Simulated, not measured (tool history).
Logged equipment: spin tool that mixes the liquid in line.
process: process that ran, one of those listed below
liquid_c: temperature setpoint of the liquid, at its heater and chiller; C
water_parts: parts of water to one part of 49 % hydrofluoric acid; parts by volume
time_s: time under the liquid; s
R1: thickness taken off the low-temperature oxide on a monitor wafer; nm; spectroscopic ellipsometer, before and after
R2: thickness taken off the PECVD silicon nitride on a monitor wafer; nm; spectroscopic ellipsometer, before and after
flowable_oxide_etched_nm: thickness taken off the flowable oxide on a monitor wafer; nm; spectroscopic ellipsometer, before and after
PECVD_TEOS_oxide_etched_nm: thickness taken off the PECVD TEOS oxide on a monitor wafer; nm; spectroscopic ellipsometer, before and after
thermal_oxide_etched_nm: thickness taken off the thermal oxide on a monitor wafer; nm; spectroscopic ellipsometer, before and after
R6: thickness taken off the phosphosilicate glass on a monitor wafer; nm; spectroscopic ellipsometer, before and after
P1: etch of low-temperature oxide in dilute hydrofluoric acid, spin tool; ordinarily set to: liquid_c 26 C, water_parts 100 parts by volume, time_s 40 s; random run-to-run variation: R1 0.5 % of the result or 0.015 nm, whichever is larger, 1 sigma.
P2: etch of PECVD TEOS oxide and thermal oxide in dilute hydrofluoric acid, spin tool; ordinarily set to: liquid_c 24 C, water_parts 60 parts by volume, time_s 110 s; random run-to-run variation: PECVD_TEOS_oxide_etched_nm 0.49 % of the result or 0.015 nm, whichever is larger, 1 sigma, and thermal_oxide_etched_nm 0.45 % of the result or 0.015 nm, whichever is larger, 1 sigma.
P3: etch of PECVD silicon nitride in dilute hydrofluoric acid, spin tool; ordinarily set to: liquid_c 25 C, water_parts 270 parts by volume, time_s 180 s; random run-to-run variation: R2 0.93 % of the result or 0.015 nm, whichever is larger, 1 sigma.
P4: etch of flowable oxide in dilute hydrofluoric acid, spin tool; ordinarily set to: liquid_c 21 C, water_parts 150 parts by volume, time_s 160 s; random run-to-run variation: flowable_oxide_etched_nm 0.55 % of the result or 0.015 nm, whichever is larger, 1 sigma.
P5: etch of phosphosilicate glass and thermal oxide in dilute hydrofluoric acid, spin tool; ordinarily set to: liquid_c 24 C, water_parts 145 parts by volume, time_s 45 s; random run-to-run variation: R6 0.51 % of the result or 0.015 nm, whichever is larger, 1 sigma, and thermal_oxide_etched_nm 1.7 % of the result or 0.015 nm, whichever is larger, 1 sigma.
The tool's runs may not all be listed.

Run 1, day 0.321: process P1, liquid_c 26 C, water_parts 100 parts by volume, time_s 40 s. Result: R1 6.376 nm.
Run 2, day 0.967: process P1, liquid_c 26 C, water_parts 40 parts by volume, time_s 40 s. Result: R1 17.309 nm.
Run 3, day 1.488: process P1, liquid_c 17.5 C, water_parts 100 parts by volume, time_s 40 s. Result: R1 4.4679 nm.
Run 4, day 2.054: process P3, liquid_c 25 C, water_parts 375 parts by volume, time_s 180 s. Result: R2 1.8374 nm.
Run 5, day 2.588: process P4, liquid_c 17 C, water_parts 150 parts by volume, time_s 160 s. Result: flowable_oxide_etched_nm 28.759 nm.
Run 6, day 2.912: process P1, liquid_c 26 C, water_parts 100 parts by volume, time_s 40 s. Result: R1 6.4006 nm.
Run 7, day 3.308: process P1, liquid_c 26 C, water_parts 100 parts by volume, time_s 40 s. Result: R1 6.3512 nm.
Run 8, day 3.704: process P2, liquid_c 24 C, water_parts 60 parts by volume, time_s 175 s. Result: PECVD_TEOS_oxide_etched_nm 67.382 nm, thermal_oxide_etched_nm 14.514 nm.
At day 4.042: hydrofluoric acid flow meter replaced.
Run 9, day 4.383: process P4, liquid_c 21 C, water_parts 150 parts by volume, time_s 305 s. Result: flowable_oxide_etched_nm 65.003 nm.
Run 10, day 4.712: process P1, liquid_c 20.5 C, water_parts 100 parts by volume, time_s 70 s. Result: R1 8.9127 nm.
Run 11, day 5.167: process P3, liquid_c 25 C, water_parts 270 parts by volume, time_s 90 s. Result: R2 1.267 nm.
Run 12, day 5.842: process P1, liquid_c 26 C, water_parts 100 parts by volume, time_s 40 s. Result: R1 6.4072 nm.
Run 13, day 6.183: process P2, liquid_c 28 C, water_parts 60 parts by volume, time_s 110 s. Result: PECVD_TEOS_oxide_etched_nm 50.091 nm, thermal_oxide_etched_nm 10.671 nm.
Run 14, day 6.875: process P4, liquid_c 21 C, water_parts 25 parts by volume, time_s 160 s. Result: flowable_oxide_etched_nm 233.23 nm.
Run 15, day 7.292: process P2, liquid_c 24 C, water_parts 60 parts by volume, time_s 110 s. Result: PECVD_TEOS_oxide_etched_nm 42.459 nm, thermal_oxide_etched_nm 9.1083 nm.
Run 16, day 7.642: process P1, liquid_c 22 C, water_parts 100 parts by volume, time_s 20 s. Result: R1 2.7187 nm.
Run 17, day 8.208: process P3, liquid_c 25 C, water_parts 270 parts by volume, time_s 180 s. Result: R2 2.5553 nm.
Run 18, day 8.842: process P3, liquid_c 25 C, water_parts 270 parts by volume, time_s 180 s. Result: R2 2.5688 nm.
Run 19, day 9.462: process P1, liquid_c 26 C, water_parts 145 parts by volume, time_s 40 s. Result: R1 4.1937 nm.
Run 20, day 10.179: process P2, liquid_c 24 C, water_parts 35 parts by volume, time_s 110 s. Result: PECVD_TEOS_oxide_etched_nm 75.139 nm, thermal_oxide_etched_nm 16.199 nm.
Run 21, day 10.817: process P1, liquid_c 26 C, water_parts 100 parts by volume, time_s 40 s. Result: R1 6.331 nm.
Run 22, day 11.346: process P1, liquid_c 20.5 C, water_parts 100 parts by volume, time_s 75 s. Result: R1 9.5945 nm.
Run 23, day 11.858: process P1, liquid_c 26 C, water_parts 100 parts by volume, time_s 15 s. Result: R1 2.3883 nm.
Run 24, day 12.492: process P5, liquid_c 24 C, water_parts 210 parts by volume, time_s 45 s. Result: thermal_oxide_etched_nm 0.87804 nm, R6 20.188 nm.
Run 25, day 13.108: process P3, liquid_c 19 C, water_parts 270 parts by volume, time_s 180 s. Result: R2 1.77 nm.
Run 26, day 13.483: process P1, liquid_c 30.5 C, water_parts 100 parts by volume, time_s 40 s. Result: R1 7.5218 nm.
Run 27, day 13.867: process P5, liquid_c 24 C, water_parts 145 parts by volume, time_s 45 s. Result: thermal_oxide_etched_nm 1.4274 nm, R6 31.49 nm.
Run 28, day 14.188: process P4, liquid_c 21 C, water_parts 150 parts by volume, time_s 160 s. Result: flowable_oxide_etched_nm 33.773 nm.
Run 29, day 14.846: process P5, liquid_c 17 C, water_parts 145 parts by volume, time_s 45 s. Result: thermal_oxide_etched_nm 1.0279 nm, R6 24.041 nm.
Run 30, day 15.521: process P2, liquid_c 24 C, water_parts 60 parts by volume, time_s 110 s. Result: PECVD_TEOS_oxide_etched_nm 42.744 nm, thermal_oxide_etched_nm 9.1315 nm.
Run 31, day 16.004: process P1, liquid_c 26 C, water_parts 100 parts by volume, time_s 70 s. Result: R1 11.1 nm.
Run 32, day 16.475: process P1, liquid_c 26 C, water_parts 100 parts by volume, time_s 40 s. Result: R1 6.3655 nm.
Run 33, day 17.175: process P5, liquid_c 24 C, water_parts 145 parts by volume, time_s 80 s. Result: thermal_oxide_etched_nm 2.4102 nm, R6 56.041 nm.
Run 34, day 17.883: process P1, liquid_c 26 C, water_parts 100 parts by volume, time_s 40 s. Result: R1 6.3898 nm.
Run 35, day 18.367: process P1, liquid_c 26 C, water_parts 100 parts by volume, time_s 40 s. Result: R1 6.6524 nm.
Run 36, day 18.921: process P1, liquid_c 26 C, water_parts 100 parts by volume, time_s 40 s. Result: R1 6.7885 nm.
Run 37, day 19.658: process P1, liquid_c 26 C, water_parts 100 parts by volume, time_s 40 s. Result: R1 6.8987 nm.
Run 38, day 20.262: process P1, liquid_c 26 C, water_parts 100 parts by volume, time_s 40 s. Result: R1 6.9494 nm.
Run 39, day 20.592: process P1, liquid_c 26 C, water_parts 100 parts by volume, time_s 40 s. Result: R1 6.9067 nm.
Run 40, day 21.05: process P1, liquid_c 26 C, water_parts 100 parts by volume, time_s 40 s. Result: R1 6.9633 nm.

What P1 gives has crept off from where it sat before. The 2 causes that follow fit the log equally well, each at the size noted:
A: liquid hotter than its thermometer reads (K) = 2.25
B: hydrofluoric acid flow above the setpoint (%) = 7.99
The drift started at roughly day 17.883.

Which of the 4 check runs listed below, each an average over 2 wafers with its results shown as question marks, gives clearly different results under the different listed causes?
Run check 1, day 21.508: process P3, liquid_c 25 C, water_parts 270 parts by volume, time_s 180 s. Result: R2 ?.
Run check 2, day 21.508: process P4, liquid_c 21 C, water_parts 150 parts by volume, time_s 160 s. Result: flowable_oxide_etched_nm ?.
Run check 3, day 21.508: process P2, liquid_c 24 C, water_parts 60 parts by volume, time_s 110 s. Result: PECVD_TEOS_oxide_etched_nm ?, thermal_oxide_etched_nm ?.
Run check 4, day 21.508: process P5, liquid_c 24 C, water_parts 145 parts by volume, time_s 45 s. Result: thermal_oxide_etched_nm ?, R6 ?.

If the cause were each of the candidates in turn, the checks would give the following:
  check                      result    if A    if B
check 1                          R2  2.9194  2.7514
check 2    flowable_oxide_etched_nm  37.002  37.044
check 3  PECVD_TEOS_oxide_etched_nm  46.492  46.107
check 3     thermal_oxide_etched_nm  10.033  9.9501
check 4     thermal_oxide_etched_nm   1.495   1.501
check 4                          R6  34.361  34.498
Gap, in per cent, between the two causes that each check separates least, read from the result that separates them most: check 1 5.93 %; check 2 0.11 %; check 3 0.83 %; check 4 0.4 %
Check 1 is the one run that separates the causes; every other check would come out nearly the same whichever cause is at work.

With check 1 done, the readings were: R2 2.9293 nm. Identify which of the listed causes applies.

The cause is A: liquid hotter than its thermometer reads (K).
